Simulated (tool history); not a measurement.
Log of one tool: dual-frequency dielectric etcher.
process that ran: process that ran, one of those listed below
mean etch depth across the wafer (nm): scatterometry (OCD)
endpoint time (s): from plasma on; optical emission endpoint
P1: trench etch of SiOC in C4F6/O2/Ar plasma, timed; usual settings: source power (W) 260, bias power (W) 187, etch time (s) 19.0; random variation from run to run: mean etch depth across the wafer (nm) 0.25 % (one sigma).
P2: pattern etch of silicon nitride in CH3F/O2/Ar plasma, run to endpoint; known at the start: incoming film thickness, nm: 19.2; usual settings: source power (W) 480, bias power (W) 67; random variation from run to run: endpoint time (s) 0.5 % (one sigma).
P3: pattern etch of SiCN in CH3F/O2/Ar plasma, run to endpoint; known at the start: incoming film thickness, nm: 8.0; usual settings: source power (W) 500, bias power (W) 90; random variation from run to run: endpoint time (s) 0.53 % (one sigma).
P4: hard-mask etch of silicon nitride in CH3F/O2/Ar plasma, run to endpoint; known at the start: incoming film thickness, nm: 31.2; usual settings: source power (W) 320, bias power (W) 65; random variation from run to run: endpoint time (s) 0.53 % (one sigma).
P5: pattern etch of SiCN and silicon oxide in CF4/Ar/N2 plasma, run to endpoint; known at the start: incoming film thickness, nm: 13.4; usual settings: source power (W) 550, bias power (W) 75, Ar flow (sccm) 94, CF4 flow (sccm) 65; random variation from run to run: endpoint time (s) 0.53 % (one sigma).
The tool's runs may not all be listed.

run,hour,process that ran,source power (W),bias power (W),etch time (s),Ar flow (sccm),CF4 flow (sccm),hours since the last wet clean,hours since the last source power generator calibration,hours since the last bias power generator calibration,mean etch depth across the wafer (nm),endpoint time (s)
1,13.6,P1,260,187,19.0,,,160.5,2283.4,555.2,33.690,
2,28.1,P1,260,187,19.0,,,175.0,2297.9,569.7,33.538,
3,39.4,P1,260,112,24.0,,,186.3,2309.2,581.0,36.171,
4,49.6,P5,550,75,,115,65,196.5,2319.4,591.2,,13.248
5,66.4,P1,260,187,19.0,,,213.3,2336.2,608.0,33.581,
6,76.5,P1,260,134,19.0,,,223.4,2346.3,618.1,30.320,
7,90.6,P1,260,187,19.0,,,237.5,2360.4,632.2,33.677,
8,105.5,P2,480,95,,,,252.4,2375.3,647.1,,23.421
9,116.8,P3,500,90,,,,263.7,2386.6,658.4,,18.055
10,130.0,P1,210,187,19.0,,,276.9,2399.8,671.6,30.881,
11,146.5,P5,730,75,,94,65,293.4,2416.3,688.1,,9.917
12,163.4,P3,500,112,,,,310.3,2433.2,705.0,,16.726
13,178.3,P2,300,67,,,,325.2,2448.1,719.9,,31.687
14,193.3,P1,260,187,19.0,,,340.2,2463.1,734.9,33.667,
# hour 195.0: source power generator calibrated
15,203.5,P5,550,75,,94,65,350.4,8.6,745.1,,12.720
16,212.2,P1,260,187,27.0,,,359.1,17.3,753.8,47.752,
17,222.0,P1,260,187,19.0,,,368.9,27.1,763.6,33.519,
18,231.5,P5,550,75,,94,90,378.4,36.6,773.1,,12.148
19,243.5,P3,340,90,,,,390.4,48.6,785.1,,20.782
20,255.0,P4,320,45,,,,401.9,60.1,796.6,,58.975
21,268.2,P4,320,65,,,,415.1,73.3,809.8,,52.875
22,280.0,P3,500,90,,,,426.9,85.1,821.6,,18.001
23,293.4,P1,260,251,19.0,,,440.3,98.5,835.0,37.170,
24,307.0,P1,260,187,14.0,,,453.9,112.1,848.6,24.730,
25,318.4,P4,190,65,,,,465.3,123.5,860.0,,64.593
26,333.6,P1,260,232,23.5,,,480.5,138.7,875.2,44.561,
27,344.9,P1,330,187,19.0,,,491.8,150.0,886.5,36.680,
28,353.8,P2,480,67,,,,500.7,158.9,895.4,,26.298
29,369.7,P5,550,90,,94,65,516.6,174.8,911.3,,11.936
30,386.7,P4,320,65,,,,533.6,191.8,928.3,,53.348
31,395.7,P1,260,187,19.0,,,542.6,200.8,937.3,33.643,
32,405.0,P1,260,187,19.0,,,551.9,210.1,946.6,33.746,
33,420.9,P1,260,187,19.0,,,567.8,226.0,962.5,33.984,
34,436.4,P1,260,187,19.0,,,583.3,241.5,978.0,33.977,
# hour 437.9: wet clean of the chamber
35,448.5,P1,260,187,19.0,,,10.6,253.6,990.1,34.235,
36,464.3,P1,260,187,19.0,,,26.4,269.4,1005.9,34.133,
37,472.1,P1,260,187,19.0,,,34.2,277.2,1013.7,34.231,

What P1 gives has crept away from where it was. These 2 causes fit the log equally well, each at the size given:
A: source power that arrives over what is set, % = 4.19
B: bias power that arrives over what is set, % = 4.89
The creep began at about hour 395.7.
Why every other cause is out:
chamber walls in a state that raises the etch rate, %: serviced at hour 437.9, which brought nothing back

4 check runs are offered, each on 5 wafers whose results are averaged, their results left as question marks. Which one tells the causes apart?
check 1,479.9,P2,350,82,,,,,,,,?
check 2,479.9,P4,200,49,,,,,,,,?
check 3,479.9,P3,350,103,,,,,,,,?
check 4,479.9,P5,700,75,,94,79,,,,,?

What each check would give under each cause:
check,result,if A,if B
check 1,endpoint time (s),27.5270,27.4810
check 2,endpoint time (s),68.3680,68.3550
check 3,endpoint time (s),19.2640,19.2020
check 4,endpoint time (s),9.6458,9.8516
How far apart the two closest causes lie, in the result that separates them most: check 1 0.17 %; check 2 0.02 %; check 3 0.32 %; check 4 2.11 %
Only check 4 tells the causes apart: in the others they would give nearly the same result.

Check 4 was then run and gave: endpoint time (s) 9.8607. Which cause is it?

It is B: bias power that arrives over what is set, %.

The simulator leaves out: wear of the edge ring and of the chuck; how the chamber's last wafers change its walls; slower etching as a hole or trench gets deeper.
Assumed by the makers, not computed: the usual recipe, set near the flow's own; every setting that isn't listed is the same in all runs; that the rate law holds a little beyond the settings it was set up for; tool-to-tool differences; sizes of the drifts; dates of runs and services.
